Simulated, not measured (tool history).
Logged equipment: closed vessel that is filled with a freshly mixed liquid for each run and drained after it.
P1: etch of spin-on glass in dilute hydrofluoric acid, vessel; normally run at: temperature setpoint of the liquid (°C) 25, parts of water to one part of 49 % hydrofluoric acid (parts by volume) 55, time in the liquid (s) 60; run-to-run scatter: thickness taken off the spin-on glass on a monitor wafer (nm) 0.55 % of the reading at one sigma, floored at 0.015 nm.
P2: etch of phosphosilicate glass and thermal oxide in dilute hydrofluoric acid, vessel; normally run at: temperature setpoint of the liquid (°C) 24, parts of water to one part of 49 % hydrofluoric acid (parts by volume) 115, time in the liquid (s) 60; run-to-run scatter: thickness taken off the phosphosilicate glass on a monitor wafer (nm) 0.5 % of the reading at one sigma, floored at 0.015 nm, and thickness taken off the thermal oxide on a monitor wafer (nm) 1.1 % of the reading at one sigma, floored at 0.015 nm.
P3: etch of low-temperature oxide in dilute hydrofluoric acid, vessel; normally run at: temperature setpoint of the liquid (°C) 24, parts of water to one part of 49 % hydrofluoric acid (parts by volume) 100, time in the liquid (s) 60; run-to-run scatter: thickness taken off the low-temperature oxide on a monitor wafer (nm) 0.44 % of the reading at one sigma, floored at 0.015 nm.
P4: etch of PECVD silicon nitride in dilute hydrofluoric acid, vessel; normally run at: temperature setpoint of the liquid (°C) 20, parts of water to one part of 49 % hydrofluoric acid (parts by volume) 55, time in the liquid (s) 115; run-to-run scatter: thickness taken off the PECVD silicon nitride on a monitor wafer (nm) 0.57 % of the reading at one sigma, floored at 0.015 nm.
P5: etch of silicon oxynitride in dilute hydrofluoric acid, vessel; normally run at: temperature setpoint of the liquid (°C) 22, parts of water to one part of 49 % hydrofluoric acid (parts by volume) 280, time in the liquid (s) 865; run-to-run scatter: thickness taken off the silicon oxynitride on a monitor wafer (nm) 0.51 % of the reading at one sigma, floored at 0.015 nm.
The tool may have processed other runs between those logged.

| run | hour | process that ran | temperature setpoint of the liquid (°C) | parts of water to one part of 49 % hydrofluoric acid (parts by volume) | time in the liquid (s) | hours since the thermometer was replaced | hours since the hydrofluoric acid flow meter was replaced | thickness taken off the spin-on glass on a monitor wafer (nm) | thickness taken off the silicon oxynitride on a monitor wafer (nm) | thickness taken off the PECVD silicon nitride on a monitor wafer (nm) | thickness taken off the phosphosilicate glass on a monitor wafer (nm) | thickness taken off the thermal oxide on a monitor wafer (nm) | thickness taken off the low-temperature oxide on a monitor wafer (nm) |
|---|---|---|---|---|---|---|---|---|---|---|---|---|---|
| 1 | 3.2 | P1 | 25 | 55 | 60 | 261.1 | 888.4 | 64.017 |  |  |  |  |  |
| 2 | 6.7 | P1 | 25 | 55 | 60 | 264.6 | 891.9 | 64.094 |  |  |  |  |  |
| 3 | 11.3 | P1 | 25 | 100 | 30 | 269.2 | 896.5 | 16.478 |  |  |  |  |  |
| 4 | 13.6 | P5 | 22 | 280 | 275 | 271.5 | 898.8 |  | 1.5555 |  |  |  |  |
| 5 | 16.4 | P4 | 20 | 55 | 60 | 274.3 | 901.6 |  |  | 2.4918 |  |  |  |
| 6 | 20.2 | P4 | 20 | 55 | 115 | 278.1 | 905.4 |  |  | 4.7973 |  |  |  |
| 7 | 22.7 | P1 | 19 | 55 | 60 | 280.6 | 907.9 | 50.007 |  |  |  |  |  |
| 8 | 26.2 | P1 | 25 | 55 | 60 | 284.1 | 911.4 | 63.913 |  |  |  |  |  |
| 9 | 30.6 | P4 | 20 | 55 | 115 | 288.5 | 915.8 |  |  | 4.7671 |  |  |  |
| 10 | 35.5 | P4 | 20 | 25 | 115 | 293.4 | 920.7 |  |  | 10.036 |  |  |  |
| 11 | 40.6 | P1 | 25 | 55 | 60 | 298.5 | 925.8 | 63.74 |  |  |  |  |  |
|  | 41.4 | thermometer replaced |
| 12 | 44 | P2 | 20 | 115 | 60 | 2.7 | 929.2 |  |  |  | 25.69 | 2.0415 |  |
| 13 | 49 | P5 | 22 | 410 | 865 | 7.7 | 934.2 |  | 3.0841 |  |  |  |  |
| 14 | 53.1 | P5 | 22 | 280 | 865 | 11.8 | 938.3 |  | 4.9328 |  |  |  |  |
| 15 | 56.6 | P1 | 25 | 55 | 60 | 15.3 | 941.8 | 64.16 |  |  |  |  |  |
| 16 | 60.1 | P3 | 24 | 100 | 30 | 18.8 | 945.3 |  |  |  |  |  | 10.665 |
| 17 | 63.2 | P2 | 24 | 115 | 60 | 21.9 | 948.4 |  |  |  | 30.221 | 2.3816 |  |
| 18 | 68.1 | P1 | 29.5 | 55 | 90 | 26.8 | 953.3 | 113.7 |  |  |  |  |  |
| 19 | 72.5 | P4 | 17 | 55 | 115 | 31.2 | 957.7 |  |  | 3.8488 |  |  |  |
| 20 | 74.7 | P2 | 24 | 115 | 100 | 33.4 | 959.9 |  |  |  | 50.437 | 3.9315 |  |
| 21 | 79.2 | P1 | 25 | 55 | 30 | 37.9 | 964.4 | 31.792 |  |  |  |  |  |
| 22 | 83.7 | P1 | 32.5 | 55 | 60 | 42.4 | 968.9 | 85.784 |  |  |  |  |  |
| 23 | 87.6 | P3 | 24 | 100 | 60 | 46.3 | 972.8 |  |  |  |  |  | 21.277 |
| 24 | 91.5 | P2 | 24 | 200 | 60 | 50.2 | 976.7 |  |  |  | 15.836 | 1.2241 |  |
| 25 | 94.5 | P2 | 24 | 115 | 60 | 53.2 | 979.7 |  |  |  | 30.346 | 2.3883 |  |
| 26 | 98.7 | P1 | 25 | 55 | 60 | 57.4 | 983.9 | 63.994 |  |  |  |  |  |
| 27 | 103.7 | P1 | 25 | 80 | 60 | 62.4 | 988.9 | 42.6 |  |  |  |  |  |
| 28 | 106.9 | P3 | 17 | 100 | 60 | 65.6 | 992.1 |  |  |  |  |  | 16.004 |
| 29 | 111.7 | P1 | 25 | 30 | 60 | 70.4 | 996.9 | 120.45 |  |  |  |  |  |
| 30 | 115.5 | P5 | 17 | 280 | 865 | 74.2 | 1000.7 |  | 3.9401 |  |  |  |  |
| 31 | 118.9 | P3 | 24 | 20 | 60 | 77.6 | 1004.1 |  |  |  |  |  | 117.53 |
| 32 | 122.7 | P1 | 18.5 | 55 | 100 | 81.4 | 1007.9 | 81.054 |  |  |  |  |  |
| 33 | 125.5 | P1 | 25 | 55 | 100 | 84.2 | 1010.7 | 105.26 |  |  |  |  |  |
| 34 | 128.6 | P1 | 25 | 55 | 60 | 87.3 | 1013.8 | 64.161 |  |  |  |  |  |
| 35 | 133.4 | P1 | 25 | 55 | 60 | 92.1 | 1018.6 | 62.449 |  |  |  |  |  |
| 36 | 135.7 | P1 | 25 | 55 | 60 | 94.4 | 1020.9 | 61.429 |  |  |  |  |  |
| 37 | 140.2 | P1 | 25 | 55 | 60 | 98.9 | 1025.4 | 60.896 |  |  |  |  |  |
| 38 | 143.4 | P1 | 25 | 55 | 60 | 102.1 | 1028.6 | 60.655 |  |  |  |  |  |
| 39 | 146.4 | P1 | 25 | 55 | 60 | 105.1 | 1031.6 | 60.5 |  |  |  |  |  |
| 40 | 148.6 | P1 | 25 | 55 | 60 | 107.3 | 1033.8 | 60.232 |  |  |  |  |  |
| 41 | 151.3 | P1 | 25 | 55 | 60 | 110 | 1036.5 | 60.214 |  |  |  |  |  |
| 42 | 153.8 | P1 | 25 | 55 | 60 | 112.5 | 1039 | 59.917 |  |  |  |  |  |

Compared with where it was, what P1 gives has crept away. Each cause listed below fits the log as well as the rest, at the size given for it:
A: hydrofluoric acid flow below the setpoint (%) = 5.44
B: liquid colder than its thermometer reads (K) = 1.48
Creep in the process output first set in at about hour 128.6.

The 4 check runs listed below each average the results of 2 wafers, and their outcomes are marked with question marks. Under which run would the listed causes produce clearly different results?
| check 1 | 156.3 | P2 | 21 | 115 | 85 |  |  |  |  |  | ? | ? |  |
| check 2 | 156.3 | P3 | 24 | 25 | 60 |  |  |  |  |  |  |  | ? |
| check 3 | 156.3 | P4 | 17 | 55 | 75 |  |  |  |  | ? |  |  |  |
| check 4 | 156.3 | P5 | 17 | 405 | 865 |  |  |  | ? |  |  |  |  |

What each check would give under each cause:
| check | result | if A | if B |
|---|---|---|---|
| check 1 | thickness taken off the phosphosilicate glass on a monitor wafer (nm) | 35.71 | 35.827 |
| check 1 | thickness taken off the thermal oxide on a monitor wafer (nm) | 2.7796 | 2.7887 |
| check 2 | thickness taken off the low-temperature oxide on a monitor wafer (nm) | 88.748 | 88.341 |
| check 3 | thickness taken off the PECVD silicon nitride on a monitor wafer (nm) | 2.3807 | 2.2614 |
| check 4 | thickness taken off the silicon oxynitride on a monitor wafer (nm) | 2.3951 | 2.3997 |
Per check, the gap between the least separated pair of causes, taken in the result that splits them most: check 1 0.33 %; check 2 0.46 %; check 3 5.14 %; check 4 0.19 %
Only check 3 tells the causes apart: in the others they would give nearly the same result.

With check 3 done, the readings were: thickness taken off the PECVD silicon nitride on a monitor wafer (nm) 2.3685. Identify which of the listed causes applies.

A is the cause: hydrofluoric acid flow below the setpoint (%).
